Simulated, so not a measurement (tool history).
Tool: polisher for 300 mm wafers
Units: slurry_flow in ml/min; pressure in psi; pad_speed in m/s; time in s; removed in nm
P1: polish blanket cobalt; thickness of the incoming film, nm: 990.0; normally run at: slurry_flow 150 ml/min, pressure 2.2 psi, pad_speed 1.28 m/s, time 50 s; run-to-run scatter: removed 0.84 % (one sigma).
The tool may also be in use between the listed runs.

run,day,slurry_flow,pressure,pad_speed,time,removed
1,0.217,150,2.2,1.28,50,404.28
2,0.346,150,2.2,1.28,50,402.03
3,0.488,150,2.2,1.28,76,614.69
4,0.721,150,2.2,1.62,50,506.05
# day 0.875: head pressure recalibrated
5,0.975,210,2.2,1.28,50,421.99
6,1.154,150,1.4,1.62,50,320.55
7,1.279,150,2.2,1.28,50,400.24
8,1.392,150,2.2,0.74,50,234.77
9,1.521,150,3.0,1.28,50,551.69
10,1.754,150,1.0,1.28,50,181.54
11,2.000,150,2.2,1.28,50,408.95
12,2.238,150,2.2,1.28,50,404.60
# day 2.396: slurry nozzle cleaned
13,2.408,150,2.2,1.28,50,400.13
14,2.571,90,2.2,1.28,50,364.90
15,2.717,150,2.2,1.28,50,407.18
16,2.962,150,2.2,1.28,25,200.99
17,3.108,150,2.2,1.28,50,407.95
18,3.250,150,2.2,1.28,50,382.43
19,3.492,150,2.2,1.28,50,369.41
# day 3.600: head pressure recalibrated
20,3.662,150,2.2,1.28,50,369.56
21,3.879,150,2.2,1.28,50,368.52
22,4.050,150,2.2,1.28,50,358.86
23,4.183,150,2.2,1.28,50,356.37
24,4.383,150,2.2,1.28,50,363.35

What P1 gives has crept away from where it was. These 2 causes fit the log equally well, each at the size given:
A: removal rate lost through wear of the pad, % = 9.99
B: slurry flow missing at the pad, % = 38.6
The creep began at about day 3.108.
Why every other cause is out:
head's pressure below its setpoint, %: serviced at day 3.600, which brought nothing back

4 check runs are offered, each on 2 wafers whose results are averaged, their results left as question marks. Which one tells the causes apart?
check 1,4.583,150,1.0,0.84,50,?
check 2,4.583,90,1.0,1.28,50,?
check 3,4.583,150,1.0,1.28,72,?
check 4,4.583,150,1.7,1.28,50,?

What each check would give under each cause:
check,result,if A,if B
check 1,removed,108.11,108.12
check 2,removed,147.38,139.01
check 3,removed,237.22,237.24
check 4,removed,280.05,280.08
How far apart the two closest causes lie, in the result that separates them most: check 1 0.01 %; check 2 5.84 %; check 3 0.01 %; check 4 0.01 %
Only check 2 tells the causes apart: in the others they would give nearly the same result.

Check 2 was then run and gave: removed 147.36 nm. Which cause is it?

It is A: removal rate lost through wear of the pad, %.
